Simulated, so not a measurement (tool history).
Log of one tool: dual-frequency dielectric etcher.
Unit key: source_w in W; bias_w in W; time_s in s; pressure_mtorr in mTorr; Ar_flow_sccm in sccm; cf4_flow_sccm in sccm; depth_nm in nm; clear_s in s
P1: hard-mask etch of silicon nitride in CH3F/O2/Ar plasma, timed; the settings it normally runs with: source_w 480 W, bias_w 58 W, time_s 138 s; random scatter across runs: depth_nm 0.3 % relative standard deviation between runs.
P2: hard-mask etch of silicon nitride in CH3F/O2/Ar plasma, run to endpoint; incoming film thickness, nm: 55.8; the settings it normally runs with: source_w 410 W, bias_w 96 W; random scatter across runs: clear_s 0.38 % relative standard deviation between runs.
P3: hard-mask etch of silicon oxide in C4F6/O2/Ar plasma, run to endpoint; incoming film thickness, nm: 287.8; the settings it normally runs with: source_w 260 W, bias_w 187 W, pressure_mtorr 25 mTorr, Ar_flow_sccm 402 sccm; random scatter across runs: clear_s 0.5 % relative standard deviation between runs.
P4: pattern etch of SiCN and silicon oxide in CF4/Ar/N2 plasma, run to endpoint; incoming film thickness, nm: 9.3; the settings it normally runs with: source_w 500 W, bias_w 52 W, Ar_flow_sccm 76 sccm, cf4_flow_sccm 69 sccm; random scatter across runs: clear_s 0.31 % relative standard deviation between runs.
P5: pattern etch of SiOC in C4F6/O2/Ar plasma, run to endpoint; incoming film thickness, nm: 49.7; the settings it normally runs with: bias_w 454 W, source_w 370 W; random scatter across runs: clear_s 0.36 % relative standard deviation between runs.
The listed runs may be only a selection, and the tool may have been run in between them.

{"run": 1, "hour": 8.4, "process": "P1", "source_w": 480, "bias_w": 58, "time_s": 138, "depth_nm": 98.328}
{"run": 2, "hour": 22.2, "process": "P1", "source_w": 480, "bias_w": 58, "time_s": 181, "depth_nm": 128.9}
{"run": 3, "hour": 31.7, "process": "P2", "source_w": 550, "bias_w": 96, "clear_s": 62.558}
{"run": 4, "hour": 42.3, "process": "P3", "source_w": 260, "bias_w": 187, "pressure_mtorr": 25, "Ar_flow_sccm": 480, "clear_s": 108.36}
{"run": 5, "hour": 52.3, "process": "P1", "source_w": 480, "bias_w": 58, "time_s": 83, "depth_nm": 59.038}
{"run": 6, "hour": 60.3, "process": "P5", "source_w": 370, "bias_w": 454, "clear_s": 18.442}
{"run": 7, "hour": 67.7, "process": "P1", "source_w": 480, "bias_w": 58, "time_s": 138, "depth_nm": 97.856}
{"run": 8, "hour": 80.5, "process": "P2", "source_w": 410, "bias_w": 96, "clear_s": 69.589}
{"run": 9, "hour": 93.5, "process": "P1", "source_w": 310, "bias_w": 58, "time_s": 138, "depth_nm": 82.633}
{"run": 10, "hour": 101.7, "process": "P1", "source_w": 480, "bias_w": 40, "time_s": 138, "depth_nm": 87.405}
{"run": 11, "hour": 108.8, "process": "P5", "source_w": 370, "bias_w": 603, "clear_s": 16.519}
{"run": 12, "hour": 123.2, "process": "P1", "source_w": 480, "bias_w": 71, "time_s": 138, "depth_nm": 104.96}
{"run": 13, "hour": 134.9, "process": "P4", "source_w": 330, "bias_w": 52, "Ar_flow_sccm": 76, "cf4_flow_sccm": 69, "clear_s": 15.469}
{"run": 14, "hour": 148.7, "process": "P4", "source_w": 500, "bias_w": 30, "Ar_flow_sccm": 76, "cf4_flow_sccm": 69, "clear_s": 12.335}
{"run": 15, "hour": 155.1, "process": "P3", "source_w": 260, "bias_w": 187, "pressure_mtorr": 25, "Ar_flow_sccm": 402, "clear_s": 107.66}
{"run": 16, "hour": 166.6, "process": "P3", "source_w": 260, "bias_w": 145, "pressure_mtorr": 25, "Ar_flow_sccm": 402, "clear_s": 116.39}
{"run": 17, "hour": 175.4, "process": "P4", "source_w": 500, "bias_w": 52, "Ar_flow_sccm": 76, "cf4_flow_sccm": 69, "clear_s": 10.586}
{"run": 18, "hour": 188.7, "process": "P4", "source_w": 500, "bias_w": 52, "Ar_flow_sccm": 54, "cf4_flow_sccm": 69, "clear_s": 10.11}
{"run": 19, "hour": 203.2, "process": "P1", "source_w": 300, "bias_w": 69, "time_s": 138, "depth_nm": 87.024}
{"run": 20, "hour": 214.4, "process": "P5", "source_w": 370, "bias_w": 454, "clear_s": 18.416}
{"run": 21, "hour": 221.9, "process": "P5", "source_w": 280, "bias_w": 454, "clear_s": 20.351}
{"run": 22, "hour": 235.1, "process": "P4", "source_w": 500, "bias_w": 52, "Ar_flow_sccm": 76, "cf4_flow_sccm": 54, "clear_s": 11.016}
{"run": 23, "hour": 248.7, "process": "P3", "source_w": 310, "bias_w": 187, "pressure_mtorr": 25, "Ar_flow_sccm": 402, "clear_s": 100.17}
{"run": 24, "hour": 257.6, "process": "P2", "source_w": 410, "bias_w": 132, "clear_s": 61.813}
{"run": 25, "hour": 270.6, "process": "P3", "source_w": 260, "bias_w": 187, "pressure_mtorr": 31.5, "Ar_flow_sccm": 402, "clear_s": 110.54}
{"run": 26, "hour": 279.4, "process": "P1", "source_w": 580, "bias_w": 58, "time_s": 138, "depth_nm": 105.63}
{"run": 27, "hour": 293.3, "process": "P1", "source_w": 480, "bias_w": 58, "time_s": 138, "depth_nm": 98.415}
{"run": 28, "hour": 307.5, "process": "P1", "source_w": 480, "bias_w": 58, "time_s": 138, "depth_nm": 98.152}
{"run": 29, "hour": 315.3, "process": "P1", "source_w": 480, "bias_w": 58, "time_s": 138, "depth_nm": 97.649}
{"run": 30, "hour": 325.5, "process": "P1", "source_w": 480, "bias_w": 58, "time_s": 138, "depth_nm": 97.34}
{"run": 31, "hour": 336.4, "process": "P1", "source_w": 480, "bias_w": 58, "time_s": 138, "depth_nm": 96.687}
{"hour": 349.2, "done": "wet clean of the chamber"}
{"run": 32, "hour": 349.6, "process": "P1", "source_w": 480, "bias_w": 58, "time_s": 138, "depth_nm": 96.737}
{"run": 33, "hour": 359.8, "process": "P1", "source_w": 480, "bias_w": 58, "time_s": 138, "depth_nm": 96.691}
{"run": 34, "hour": 371.1, "process": "P1", "source_w": 480, "bias_w": 58, "time_s": 138, "depth_nm": 96.304}
{"run": 35, "hour": 380.5, "process": "P1", "source_w": 480, "bias_w": 58, "time_s": 138, "depth_nm": 96.665}
{"run": 36, "hour": 391.4, "process": "P1", "source_w": 480, "bias_w": 58, "time_s": 138, "depth_nm": 96.62}

Something has made what P1 gives creep away from where it was; the 2 causes below, each at its own stated size, fit the log equally well:
A: source power that arrives under what is set, % = 3.79
B: bias power that arrives under what is set, % = 4.57
The creep began at about hour 315.3.
Why every other cause is out:
chamber walls in a state that lowers the etch rate, %: serviced after onset, at hour 349.2, with no recovery of the prior output

Which of the check runs below tells the causes apart, meaning the causes would give it clearly different results? Each run uses 2 wafers whose results are averaged, and each result is shown as a question mark.
{"run": "check 1", "hour": 402.3, "process": "P2", "source_w": 410, "bias_w": 96, "clear_s": "?"}
{"run": "check 2", "hour": 402.3, "process": "P3", "source_w": 260, "bias_w": 187, "pressure_mtorr": 25, "Ar_flow_sccm": 402, "clear_s": "?"}
{"run": "check 3", "hour": 402.3, "process": "P4", "source_w": 500, "bias_w": 52, "Ar_flow_sccm": 76, "cf4_flow_sccm": 69, "clear_s": "?"}
{"run": "check 4", "hour": 402.3, "process": "P5", "source_w": 370, "bias_w": 454, "clear_s": "?"}

Expected result of each check under each candidate cause:
check=check_1 result=clear_s if_A=70.694 if_B=70.872
check=check_2 result=clear_s if_A=108.7 if_B=108.75
check=check_3 result=clear_s if_A=10.99 if_B=10.764
check=check_4 result=clear_s if_A=18.675 if_B=18.73
Gap, in per cent, between the two causes that each check separates least, read from the result that separates them most: check 1 0.25 %; check 2 0.04 %; check 3 2.08 %; check 4 0.29 %
Check 3 is the one run that separates the causes; every other check would come out nearly the same whichever cause is at work.

After running check 3, the following was obtained: clear_s 10.742 s. Which cause does this point to?

The correct cause is B, namely: bias power that arrives under what is set, %.

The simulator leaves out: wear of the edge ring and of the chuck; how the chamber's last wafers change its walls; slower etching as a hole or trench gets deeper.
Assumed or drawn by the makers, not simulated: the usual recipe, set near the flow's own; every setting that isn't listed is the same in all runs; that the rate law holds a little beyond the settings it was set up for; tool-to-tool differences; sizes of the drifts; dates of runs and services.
